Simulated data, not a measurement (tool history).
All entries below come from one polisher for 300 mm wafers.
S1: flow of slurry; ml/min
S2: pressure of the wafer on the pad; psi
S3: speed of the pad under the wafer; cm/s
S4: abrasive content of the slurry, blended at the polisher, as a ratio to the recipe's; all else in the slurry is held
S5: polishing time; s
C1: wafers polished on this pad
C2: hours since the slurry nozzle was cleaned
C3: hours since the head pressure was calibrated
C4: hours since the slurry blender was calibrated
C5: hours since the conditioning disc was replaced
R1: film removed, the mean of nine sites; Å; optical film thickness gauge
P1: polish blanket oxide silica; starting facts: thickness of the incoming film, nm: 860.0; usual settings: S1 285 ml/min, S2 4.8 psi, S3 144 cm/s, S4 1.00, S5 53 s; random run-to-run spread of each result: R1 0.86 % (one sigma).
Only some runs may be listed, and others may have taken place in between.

{"run": 1, "hour": 11.8, "S1": 285, "S2": 4.8, "S3": 144, "S4": 1.0, "S5": 53, "C1": 841, "C2": 348.6, "C3": 794.0, "C4": 117.2, "C5": 333.9, "R1": 2505.8}
{"run": 2, "hour": 24.7, "S1": 285, "S2": 4.8, "S3": 144, "S4": 0.5, "S5": 53, "C1": 975, "C2": 361.5, "C3": 806.9, "C4": 130.1, "C5": 346.8, "R1": 1727.3}
{"run": 3, "hour": 36.7, "S1": 285, "S2": 4.8, "S3": 144, "S4": 1.0, "S5": 32, "C1": 1099, "C2": 373.5, "C3": 818.9, "C4": 142.1, "C5": 358.8, "R1": 1541.2}
{"run": 4, "hour": 47.6, "S1": 420, "S2": 4.8, "S3": 144, "S4": 1.0, "S5": 53, "C1": 1212, "C2": 384.4, "C3": 829.8, "C4": 153.0, "C5": 369.7, "R1": 2596.3}
{"run": 5, "hour": 60.2, "S1": 285, "S2": 4.8, "S3": 144, "S4": 1.0, "S5": 53, "C1": 1343, "C2": 397.0, "C3": 842.4, "C4": 165.6, "C5": 382.3, "R1": 2501.4}
{"run": 6, "hour": 69.7, "S1": 285, "S2": 4.8, "S3": 144, "S4": 1.0, "S5": 70, "C1": 1441, "C2": 406.5, "C3": 851.9, "C4": 175.1, "C5": 391.8, "R1": 3351.0}
{"run": 7, "hour": 84.9, "S1": 285, "S2": 4.8, "S3": 144, "S4": 1.0, "S5": 53, "C1": 1599, "C2": 421.7, "C3": 867.1, "C4": 190.3, "C5": 407.0, "R1": 2512.4}
{"run": 8, "hour": 98.9, "S1": 285, "S2": 4.8, "S3": 220, "S4": 1.0, "S5": 53, "C1": 1744, "C2": 435.7, "C3": 881.1, "C4": 204.3, "C5": 421.0, "R1": 3530.0}
{"run": 9, "hour": 111.0, "S1": 170, "S2": 4.8, "S3": 144, "S4": 1.0, "S5": 53, "C1": 1870, "C2": 447.8, "C3": 893.2, "C4": 216.4, "C5": 433.1, "R1": 2349.9}
{"run": 10, "hour": 119.9, "S1": 285, "S2": 7.6, "S3": 144, "S4": 1.0, "S5": 53, "C1": 1962, "C2": 456.7, "C3": 902.1, "C4": 225.3, "C5": 442.0, "R1": 4065.7}
{"run": 11, "hour": 135.3, "S1": 285, "S2": 4.8, "S3": 144, "S4": 1.0, "S5": 53, "C1": 2122, "C2": 472.1, "C3": 917.5, "C4": 240.7, "C5": 457.4, "R1": 2503.7}
{"run": 12, "hour": 142.5, "S1": 285, "S2": 4.8, "S3": 144, "S4": 1.0, "S5": 53, "C1": 2197, "C2": 479.3, "C3": 924.7, "C4": 247.9, "C5": 464.6, "R1": 2536.9}
{"run": 13, "hour": 149.7, "S1": 285, "S2": 4.8, "S3": 144, "S4": 1.35, "S5": 53, "C1": 2271, "C2": 486.5, "C3": 931.9, "C4": 255.1, "C5": 471.8, "R1": 2884.6}
{"hour": 163.7, "done": "slurry nozzle cleaned"}
{"run": 14, "hour": 164.1, "S1": 285, "S2": 2.2, "S3": 144, "S4": 1.0, "S5": 53, "C1": 2421, "C2": 0.5, "C3": 946.3, "C4": 269.5, "C5": 486.2, "R1": 1148.1}
{"run": 15, "hour": 179.6, "S1": 285, "S2": 4.8, "S3": 66, "S4": 1.0, "S5": 53, "C1": 2581, "C2": 16.0, "C3": 961.8, "C4": 285.0, "C5": 501.7, "R1": 1335.6}
{"run": 16, "hour": 187.6, "S1": 285, "S2": 2.2, "S3": 144, "S4": 1.0, "S5": 82, "C1": 2664, "C2": 24.0, "C3": 969.8, "C4": 293.0, "C5": 509.7, "R1": 1780.4}
{"run": 17, "hour": 195.5, "S1": 285, "S2": 4.8, "S3": 144, "S4": 1.0, "S5": 53, "C1": 2746, "C2": 31.9, "C3": 977.7, "C4": 300.9, "C5": 517.6, "R1": 2525.2}
{"run": 18, "hour": 205.9, "S1": 285, "S2": 4.8, "S3": 144, "S4": 1.0, "S5": 53, "C1": 2854, "C2": 42.3, "C3": 988.1, "C4": 311.3, "C5": 528.0, "R1": 2464.4}
{"run": 19, "hour": 219.1, "S1": 285, "S2": 4.8, "S3": 144, "S4": 1.0, "S5": 53, "C1": 2991, "C2": 55.5, "C3": 1001.3, "C4": 324.5, "C5": 541.2, "R1": 2417.3}

Predict the results of run 20:
{"run": 20, "hour": 226.4, "S1": 285, "S2": 4.8, "S3": 144, "S4": 1.0, "S5": 53, "C1": 3067, "C2": 62.8, "C3": 1008.6, "C4": 331.8, "C5": 548.5, "R1": "?"}

For run 20 the tool returned R1 2343.1 Å.

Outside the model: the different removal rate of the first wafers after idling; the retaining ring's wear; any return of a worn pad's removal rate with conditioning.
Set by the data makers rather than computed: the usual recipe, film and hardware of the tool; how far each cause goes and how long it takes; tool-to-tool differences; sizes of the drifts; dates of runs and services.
